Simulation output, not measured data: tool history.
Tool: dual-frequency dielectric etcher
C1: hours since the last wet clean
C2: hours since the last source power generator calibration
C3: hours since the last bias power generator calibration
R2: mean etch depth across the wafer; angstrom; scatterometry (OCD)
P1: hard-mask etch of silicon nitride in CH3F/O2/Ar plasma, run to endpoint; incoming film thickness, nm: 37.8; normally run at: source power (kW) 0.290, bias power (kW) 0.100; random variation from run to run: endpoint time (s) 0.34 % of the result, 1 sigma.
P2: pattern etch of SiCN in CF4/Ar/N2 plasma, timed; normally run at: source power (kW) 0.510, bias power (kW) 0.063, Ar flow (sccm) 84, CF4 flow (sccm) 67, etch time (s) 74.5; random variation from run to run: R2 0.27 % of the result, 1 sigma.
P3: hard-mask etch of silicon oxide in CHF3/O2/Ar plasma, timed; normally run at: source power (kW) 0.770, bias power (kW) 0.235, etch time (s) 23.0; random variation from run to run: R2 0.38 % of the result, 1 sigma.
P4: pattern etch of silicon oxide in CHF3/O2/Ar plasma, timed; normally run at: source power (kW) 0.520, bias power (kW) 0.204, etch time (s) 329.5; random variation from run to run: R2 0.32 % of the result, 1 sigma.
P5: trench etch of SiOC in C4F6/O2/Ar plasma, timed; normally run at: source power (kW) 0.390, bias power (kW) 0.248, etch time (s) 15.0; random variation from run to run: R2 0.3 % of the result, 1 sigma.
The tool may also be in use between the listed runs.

Run 1, hour 13.1: process that ran P1, source power (kW) 0.290, bias power (kW) 0.100; C1 247.6; C2 3272.4; C3 2105.3. Result: endpoint time (s) 54.662.
Run 2, hour 19.7: process that ran P1, source power (kW) 0.290, bias power (kW) 0.119; C1 254.2; C2 3279.0; C3 2111.9. Result: endpoint time (s) 51.016.
Run 3, hour 27.4: process that ran P2, source power (kW) 0.670, bias power (kW) 0.063, Ar flow (sccm) 84, CF4 flow (sccm) 67, etch time (s) 74.5; C1 261.9; C2 3286.7; C3 2119.6. Result: R2 877.05 angstrom.
Run 4, hour 40.7: process that ran P4, source power (kW) 0.520, bias power (kW) 0.204, etch time (s) 329.5; C1 275.2; C2 3300.0; C3 2132.9. Result: R2 6348.20 angstrom.
Run 5, hour 50.1: process that ran P5, source power (kW) 0.390, bias power (kW) 0.248, etch time (s) 22.0; C1 284.6; C2 3309.4; C3 2142.3. Result: R2 507.92 angstrom.
Run 6, hour 63.4: process that ran P3, source power (kW) 0.770, bias power (kW) 0.299, etch time (s) 23.0; C1 297.9; C2 3322.7; C3 2155.6. Result: R2 586.11 angstrom.
Run 7, hour 72.4: process that ran P1, source power (kW) 0.290, bias power (kW) 0.100; C1 306.9; C2 3331.7; C3 2164.6. Result: endpoint time (s) 54.580.
Run 8, hour 79.5: process that ran P5, source power (kW) 0.390, bias power (kW) 0.248, etch time (s) 15.0; C1 314.0; C2 3338.8; C3 2171.7. Result: R2 346.55 angstrom.
Run 9, hour 88.9: process that ran P3, source power (kW) 0.770, bias power (kW) 0.235, etch time (s) 23.0; C1 323.4; C2 3348.2; C3 2181.1. Result: R2 538.35 angstrom.
Run 10, hour 96.9: process that ran P2, source power (kW) 0.510, bias power (kW) 0.039, Ar flow (sccm) 84, CF4 flow (sccm) 67, etch time (s) 74.5; C1 331.4; C2 3356.2; C3 2189.1. Result: R2 593.93 angstrom.
Run 11, hour 111.3: process that ran P2, source power (kW) 0.510, bias power (kW) 0.063, Ar flow (sccm) 63, CF4 flow (sccm) 67, etch time (s) 74.5; C1 345.8; C2 3370.6; C3 2203.5. Result: R2 718.72 angstrom.
Run 12, hour 121.0: process that ran P4, source power (kW) 0.520, bias power (kW) 0.204, etch time (s) 217.5; C1 355.5; C2 3380.3; C3 2213.2. Result: R2 4175.90 angstrom.
Run 13, hour 128.4: process that ran P1, source power (kW) 0.290, bias power (kW) 0.100; C1 362.9; C2 3387.7; C3 2220.6. Result: endpoint time (s) 54.373.
Run 14, hour 142.1: process that ran P1, source power (kW) 0.290, bias power (kW) 0.100; C1 376.6; C2 3401.4; C3 2234.3. Result: endpoint time (s) 54.429.
Run 15, hour 148.5: process that ran P1, source power (kW) 0.340, bias power (kW) 0.100; C1 383.0; C2 3407.8; C3 2240.7. Result: endpoint time (s) 51.510.
Run 16, hour 158.0: process that ran P3, source power (kW) 1.040, bias power (kW) 0.235, etch time (s) 23.0; C1 392.5; C2 3417.3; C3 2250.2. Result: R2 602.30 angstrom.
Run 17, hour 166.5: process that ran P3, source power (kW) 0.770, bias power (kW) 0.235, etch time (s) 16.5; C1 401.0; C2 3425.8; C3 2258.7. Result: R2 384.87 angstrom.
Run 18, hour 174.6: process that ran P1, source power (kW) 0.290, bias power (kW) 0.100; C1 409.1; C2 3433.9; C3 2266.8. Result: endpoint time (s) 54.110.
Run 19, hour 181.7: process that ran P1, source power (kW) 0.190, bias power (kW) 0.100; C1 416.2; C2 3441.0; C3 2273.9. Result: endpoint time (s) 63.740.
Run 20, hour 195.1: process that ran P1, source power (kW) 0.290, bias power (kW) 0.070; C1 429.6; C2 3454.4; C3 2287.3. Result: endpoint time (s) 62.186.
At hour 202.7: wet clean of the chamber.
Run 21, hour 204.6: process that ran P1, source power (kW) 0.290, bias power (kW) 0.100; C1 2.0; C2 3463.9; C3 2296.8. Result: endpoint time (s) 54.341.
Run 22, hour 218.3: process that ran P3, source power (kW) 0.770, bias power (kW) 0.235, etch time (s) 23.0; C1 15.7; C2 3477.6; C3 2310.5. Result: R2 539.46 angstrom.
Run 23, hour 228.0: process that ran P5, source power (kW) 0.290, bias power (kW) 0.248, etch time (s) 15.0; C1 25.4; C2 3487.3; C3 2320.2. Result: R2 308.81 angstrom.
Run 24, hour 236.2: process that ran P2, source power (kW) 0.510, bias power (kW) 0.063, Ar flow (sccm) 84, CF4 flow (sccm) 67, etch time (s) 74.5; C1 33.6; C2 3495.5; C3 2328.4. Result: R2 687.47 angstrom.
Run 25, hour 244.1: process that ran P4, source power (kW) 0.710, bias power (kW) 0.204, etch time (s) 329.5; C1 41.5; C2 3503.4; C3 2336.3. Result: R2 7128.60 angstrom.
Run 26, hour 252.9: process that ran P1, source power (kW) 0.360, bias power (kW) 0.080; C1 50.3; C2 3512.2; C3 2345.1. Result: endpoint time (s) 54.573.
Run 27, hour 259.9: process that ran P4, source power (kW) 0.520, bias power (kW) 0.127, etch time (s) 329.5; C1 57.3; C2 3519.2; C3 2352.1. Result: R2 5425.80 angstrom.
Run 28, hour 267.5: process that ran P2, source power (kW) 0.510, bias power (kW) 0.063, Ar flow (sccm) 84, CF4 flow (sccm) 45, etch time (s) 74.5; C1 64.9; C2 3526.8; C3 2359.7. Result: R2 648.57 angstrom.
Run 29, hour 277.0: process that ran P5, source power (kW) 0.390, bias power (kW) 0.146, etch time (s) 15.0; C1 74.4; C2 3536.3; C3 2369.2. Result: R2 292.31 angstrom.
Run 30, hour 283.5: process that ran P2, source power (kW) 0.510, bias power (kW) 0.063, Ar flow (sccm) 84, CF4 flow (sccm) 67, etch time (s) 57.5; C1 80.9; C2 3542.8; C3 2375.7. Result: R2 533.21 angstrom.
Run 31, hour 297.7: process that ran P1, source power (kW) 0.290, bias power (kW) 0.100; C1 95.1; C2 3557.0; C3 2389.9. Result: endpoint time (s) 54.409.
Run 32, hour 309.8: process that ran P1, source power (kW) 0.290, bias power (kW) 0.100; C1 107.2; C2 3569.1; C3 2402.0. Result: endpoint time (s) 54.387.
Run 33, hour 321.5: process that ran P1, source power (kW) 0.290, bias power (kW) 0.100; C1 118.9; C2 3580.8; C3 2413.7. Result: endpoint time (s) 53.938.
Run 34, hour 333.6: process that ran P1, source power (kW) 0.290, bias power (kW) 0.100; C1 131.0; C2 3592.9; C3 2425.8. Result: endpoint time (s) 53.892.
Run 35, hour 341.2: process that ran P1, source power (kW) 0.290, bias power (kW) 0.100; C1 138.6; C2 3600.5; C3 2433.4. Result: endpoint time (s) 53.822.
At hour 343.4: wet clean of the chamber.
Run 36, hour 352.6: process that ran P1, source power (kW) 0.290, bias power (kW) 0.100; C1 9.3; C2 3611.9; C3 2444.8. Result: endpoint time (s) 53.515.
Run 37, hour 366.5: process that ran P1, source power (kW) 0.290, bias power (kW) 0.100; C1 23.2; C2 3625.8; C3 2458.7. Result: endpoint time (s) 53.889.
Run 38, hour 376.8: process that ran P1, source power (kW) 0.290, bias power (kW) 0.100; C1 33.5; C2 3636.1; C3 2469.0. Result: endpoint time (s) 53.409.
Run 39, hour 386.8: process that ran P1, source power (kW) 0.290, bias power (kW) 0.100; C1 43.5; C2 3646.1; C3 2479.0. Result: endpoint time (s) 53.695.
Run 40, hour 401.1: process that ran P1, source power (kW) 0.290, bias power (kW) 0.100; C1 57.8; C2 3660.4; C3 2493.3. Result: endpoint time (s) 53.396.

What P1 gives has crept away from where it was. These 2 causes fit the log equally well, each at the size given:
A: bias power that arrives over what is set, % = 4.76
B: source power that arrives over what is set, % = 4.84
The creep began at about hour 309.8.
Why every other cause is out:
chamber walls in a state that raises the etch rate, %: serviced at hour 343.4, which brought nothing back

4 check runs are offered, one wafer each, their results left as question marks. Which one tells the causes apart?
Run check 1, hour 415.4: process that ran P2, source power (kW) 0.620, bias power (kW) 0.041, Ar flow (sccm) 84, CF4 flow (sccm) 67, etch time (s) 74.5. Result: R2 ?.
Run check 2, hour 415.4: process that ran P4, source power (kW) 0.700, bias power (kW) 0.204, etch time (s) 329.5. Result: R2 ?.
Run check 3, hour 415.4: process that ran P5, source power (kW) 0.390, bias power (kW) 0.149, etch time (s) 15.0. Result: R2 ?.
Run check 4, hour 415.4: process that ran P3, source power (kW) 1.010, bias power (kW) 0.273, etch time (s) 23.0. Result: R2 ?.

What each check would give under each cause:
  check  result     if A     if B
check 1      R2   728.95   750.47
check 2      R2  7217.10  7232.20
check 3      R2   297.83   299.15
check 4      R2   638.80   639.72
How far apart the two closest causes lie, in the result that separates them most: check 1 2.91 %; check 2 0.21 %; check 3 0.44 %; check 4 0.14 %
Check 1 tells the causes apart: in the others they would give nearly the same result.

Then check 1 was run and gave: R2 748.61 angstrom. Which cause is it?

It is B: source power that arrives over what is set, %.
